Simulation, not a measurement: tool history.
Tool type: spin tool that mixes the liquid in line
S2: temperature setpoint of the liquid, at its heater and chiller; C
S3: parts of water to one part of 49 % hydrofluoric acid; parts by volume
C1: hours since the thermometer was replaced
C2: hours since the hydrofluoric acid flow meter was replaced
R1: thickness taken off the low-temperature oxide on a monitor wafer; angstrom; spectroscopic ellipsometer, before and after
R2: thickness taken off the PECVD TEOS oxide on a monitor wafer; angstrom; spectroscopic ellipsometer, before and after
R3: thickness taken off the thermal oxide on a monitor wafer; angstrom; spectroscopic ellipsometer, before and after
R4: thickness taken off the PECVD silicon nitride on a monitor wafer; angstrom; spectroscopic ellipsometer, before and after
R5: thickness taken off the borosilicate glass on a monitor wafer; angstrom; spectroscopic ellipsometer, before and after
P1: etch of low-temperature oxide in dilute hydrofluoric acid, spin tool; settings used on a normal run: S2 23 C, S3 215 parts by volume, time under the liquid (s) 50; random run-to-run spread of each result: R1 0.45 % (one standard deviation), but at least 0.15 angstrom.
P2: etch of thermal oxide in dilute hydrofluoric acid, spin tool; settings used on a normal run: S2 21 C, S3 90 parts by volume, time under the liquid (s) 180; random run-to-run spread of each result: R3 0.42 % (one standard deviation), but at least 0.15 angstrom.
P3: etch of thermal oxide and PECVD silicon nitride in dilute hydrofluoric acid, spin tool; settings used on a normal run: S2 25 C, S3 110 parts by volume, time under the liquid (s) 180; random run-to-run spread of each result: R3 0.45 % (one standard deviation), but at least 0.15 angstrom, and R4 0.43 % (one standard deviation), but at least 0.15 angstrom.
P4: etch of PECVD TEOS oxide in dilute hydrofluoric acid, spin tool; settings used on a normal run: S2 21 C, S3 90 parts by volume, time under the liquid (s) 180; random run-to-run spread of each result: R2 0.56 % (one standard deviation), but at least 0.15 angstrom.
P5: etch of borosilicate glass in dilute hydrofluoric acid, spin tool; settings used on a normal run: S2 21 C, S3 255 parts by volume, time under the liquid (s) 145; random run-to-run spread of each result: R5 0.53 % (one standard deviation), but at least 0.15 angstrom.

run 1 hour=9.7 | process_that_ran=P1 S2=23 S3=215 time_under_the_liquid_(s)=50 | C1=117.9 C2=256.2 | R1=45.987
run 2 hour=23.9 | process_that_ran=P4 S2=21 S3=20 time_under_the_liquid_(s)=180 | C1=132.1 C2=270.4 | R2=805.05
run 3 hour=38.6 | process_that_ran=P3 S2=25 S3=110 time_under_the_liquid_(s)=355 | C1=146.8 C2=285.1 | R3=155.09 R4=110.02
run 4 hour=52.2 | process_that_ran=P2 S2=21 S3=90 time_under_the_liquid_(s)=180 | C1=160.4 C2=298.7 | R3=87.819
run 5 hour=62.2 | process_that_ran=P1 S2=23 S3=215 time_under_the_liquid_(s)=50 | C1=170.4 C2=308.7 | R1=45.279
run 6 hour=72.5 | process_that_ran=P5 S2=21 S3=255 time_under_the_liquid_(s)=145 | C1=180.7 C2=319 | R5=137.8
run 7 hour=83.6 | process_that_ran=P1 S2=30.5 S3=330 time_under_the_liquid_(s)=50 | C1=191.8 C2=330.1 | R1=34.344
run 8 hour=95.9 | process_that_ran=P1 S2=23 S3=215 time_under_the_liquid_(s)=50 | C1=204.1 C2=342.4 | R1=45.984
run 9 hour=107.7 | process_that_ran=P5 S2=17 S3=255 time_under_the_liquid_(s)=145 | C1=215.9 C2=354.2 | R5=118.79
run 10 hour=123.7 | process_that_ran=P1 S2=23 S3=215 time_under_the_liquid_(s)=80 | C1=231.9 C2=370.2 | R1=72.699
run 11 hour=136 | process_that_ran=P2 S2=21 S3=140 time_under_the_liquid_(s)=180 | C1=244.2 C2=382.5 | R3=53.595
run 12 hour=148.7 | process_that_ran=P1 S2=23 S3=340 time_under_the_liquid_(s)=50 | C1=256.9 C2=395.2 | R1=25.538
run 13 hour=163.8 | process_that_ran=P4 S2=21 S3=90 time_under_the_liquid_(s)=180 | C1=272 C2=410.3 | R2=164.79
run 14 hour=172.4 | process_that_ran=P4 S2=17 S3=90 time_under_the_liquid_(s)=180 | C1=280.6 C2=418.9 | R2=139.43
-- hour=172.5 hydrofluoric acid flow meter replaced
run 15 hour=180.3 | process_that_ran=P3 S2=21 S3=110 time_under_the_liquid_(s)=180 | C1=288.5 C2=7.9 | R3=67.116 R4=43.205
run 16 hour=196.5 | process_that_ran=P1 S2=23 S3=215 time_under_the_liquid_(s)=50 | C1=304.7 C2=24.1 | R1=45.764
run 17 hour=209.1 | process_that_ran=P1 S2=23 S3=215 time_under_the_liquid_(s)=50 | C1=317.3 C2=36.7 | R1=46.07
run 18 hour=219.8 | process_that_ran=P3 S2=25 S3=200 time_under_the_liquid_(s)=180 | C1=328 C2=47.4 | R3=39.407 R4=30.92
run 19 hour=228.7 | process_that_ran=P1 S2=31 S3=215 time_under_the_liquid_(s)=50 | C1=336.9 C2=56.3 | R1=60.734
run 20 hour=240.7 | process_that_ran=P5 S2=21 S3=255 time_under_the_liquid_(s)=45 | C1=348.9 C2=68.3 | R5=42.548
run 21 hour=248.8 | process_that_ran=P3 S2=25 S3=110 time_under_the_liquid_(s)=180 | C1=357 C2=76.4 | R3=78.94 R4=55.868
run 22 hour=261.4 | process_that_ran=P4 S2=21 S3=90 time_under_the_liquid_(s)=360 | C1=369.6 C2=89 | R2=325.64
run 23 hour=273.8 | process_that_ran=P2 S2=21 S3=90 time_under_the_liquid_(s)=340 | C1=382 C2=101.4 | R3=165.96
run 24 hour=286.3 | process_that_ran=P1 S2=23 S3=215 time_under_the_liquid_(s)=50 | C1=394.5 C2=113.9 | R1=45.709
run 25 hour=293.7 | process_that_ran=P1 S2=23 S3=215 time_under_the_liquid_(s)=50 | C1=401.9 C2=121.3 | R1=46.103
run 26 hour=304 | process_that_ran=P1 S2=23 S3=215 time_under_the_liquid_(s)=15 | C1=412.2 C2=131.6 | R1=13.712
run 27 hour=316.1 | process_that_ran=P2 S2=17 S3=90 time_under_the_liquid_(s)=180 | C1=424.3 C2=143.7 | R3=73.987
run 28 hour=326 | process_that_ran=P1 S2=18 S3=215 time_under_the_liquid_(s)=50 | C1=434.2 C2=153.6 | R1=37.898
run 29 hour=337 | process_that_ran=P5 S2=21 S3=430 time_under_the_liquid_(s)=145 | C1=445.2 C2=164.6 | R5=70.794
run 30 hour=347.9 | process_that_ran=P1 S2=23 S3=50 time_under_the_liquid_(s)=50 | C1=456.1 C2=175.5 | R1=237.06
run 31 hour=362.9 | process_that_ran=P5 S2=21 S3=255 time_under_the_liquid_(s)=145 | C1=471.1 C2=190.5 | R5=137.24
run 32 hour=376.8 | process_that_ran=P1 S2=27.5 S3=215 time_under_the_liquid_(s)=85 | C1=485 C2=204.4 | R1=91.168
run 33 hour=389.4 | process_that_ran=P1 S2=23 S3=215 time_under_the_liquid_(s)=50 | C1=497.6 C2=217 | R1=45.279
run 34 hour=401.8 | process_that_ran=P1 S2=23 S3=215 time_under_the_liquid_(s)=50 | C1=510 C2=229.4 | R1=46.721
run 35 hour=411.4 | process_that_ran=P1 S2=23 S3=215 time_under_the_liquid_(s)=50 | C1=519.6 C2=239 | R1=47.208
run 36 hour=425.9 | process_that_ran=P1 S2=23 S3=215 time_under_the_liquid_(s)=50 | C1=534.1 C2=253.5 | R1=47.165
run 37 hour=438 | process_that_ran=P1 S2=23 S3=215 time_under_the_liquid_(s)=50 | C1=546.2 C2=265.6 | R1=48.123
run 38 hour=448.8 | process_that_ran=P1 S2=23 S3=215 time_under_the_liquid_(s)=50 | C1=557 C2=276.4 | R1=47.693
run 39 hour=459.7 | process_that_ran=P1 S2=23 S3=215 time_under_the_liquid_(s)=50 | C1=567.9 C2=287.3 | R1=47.688
run 40 hour=467.8 | process_that_ran=P1 S2=23 S3=215 time_under_the_liquid_(s)=50 | C1=576 C2=295.4 | R1=48.192
run 41 hour=477.2 | process_that_ran=P1 S2=23 S3=215 time_under_the_liquid_(s)=50 | C1=585.4 C2=304.8 | R1=48.455
run 42 hour=493.4 | process_that_ran=P1 S2=23 S3=215 time_under_the_liquid_(s)=50 | C1=601.6 C2=321 | R1=48.873
run 43 hour=501.6 | process_that_ran=P1 S2=23 S3=215 time_under_the_liquid_(s)=50 | C1=609.8 C2=329.2 | R1=48.268

What P1 gives has crept off from where it sat before. The 2 causes that follow fit the log equally well, each at the size noted:
A: liquid hotter than its thermometer reads (K) = 1.47
B: hydrofluoric acid flow above the setpoint (%) = 4.52
Creep in the process output first set in at about hour 389.4.

Below are 4 check runs, each on a single wafer, with their results shown as question marks. Which of them would tell the listed causes apart, meaning the causes would give clearly different results under it?
run check 1 hour=509.8 | process_that_ran=P5 S2=18 S3=255 time_under_the_liquid_(s)=65 | R5=?
run check 2 hour=509.8 | process_that_ran=P3 S2=21.5 S3=195 time_under_the_liquid_(s)=180 | R3=? R4=?
run check 3 hour=509.8 | process_that_ran=P2 S2=21 S3=125 time_under_the_liquid_(s)=340 | R3=?
run check 4 hour=509.8 | process_that_ran=P4 S2=17 S3=90 time_under_the_liquid_(s)=340 | R2=?

What each check would give under each cause:
check=check_1 result=R5 if_A=58.113 if_B=58.011
check=check_2 result=R3 if_A=37.255 if_B=37.154
check=check_2 result=R4 if_A=27.766 if_B=26.374
check=check_3 result=R3 if_A=121.49 if_B=120.5
check=check_4 result=R2 if_A=279.3 if_B=275.51
Distance between the nearest two causes, measured in the result of the check that separates them most: check 1 0.18 %; check 2 5.14 %; check 3 0.82 %; check 4 1.37 %
Of the check runs offered, only check 2 discriminates between the causes; the rest would read about the same regardless of which cause applies.

The results of check 2 are: R3 37.442 angstrom; R4 28.169 angstrom. Based on these, which of the listed causes is it?

Of the candidate causes, it is A: liquid hotter than its thermometer reads (K).
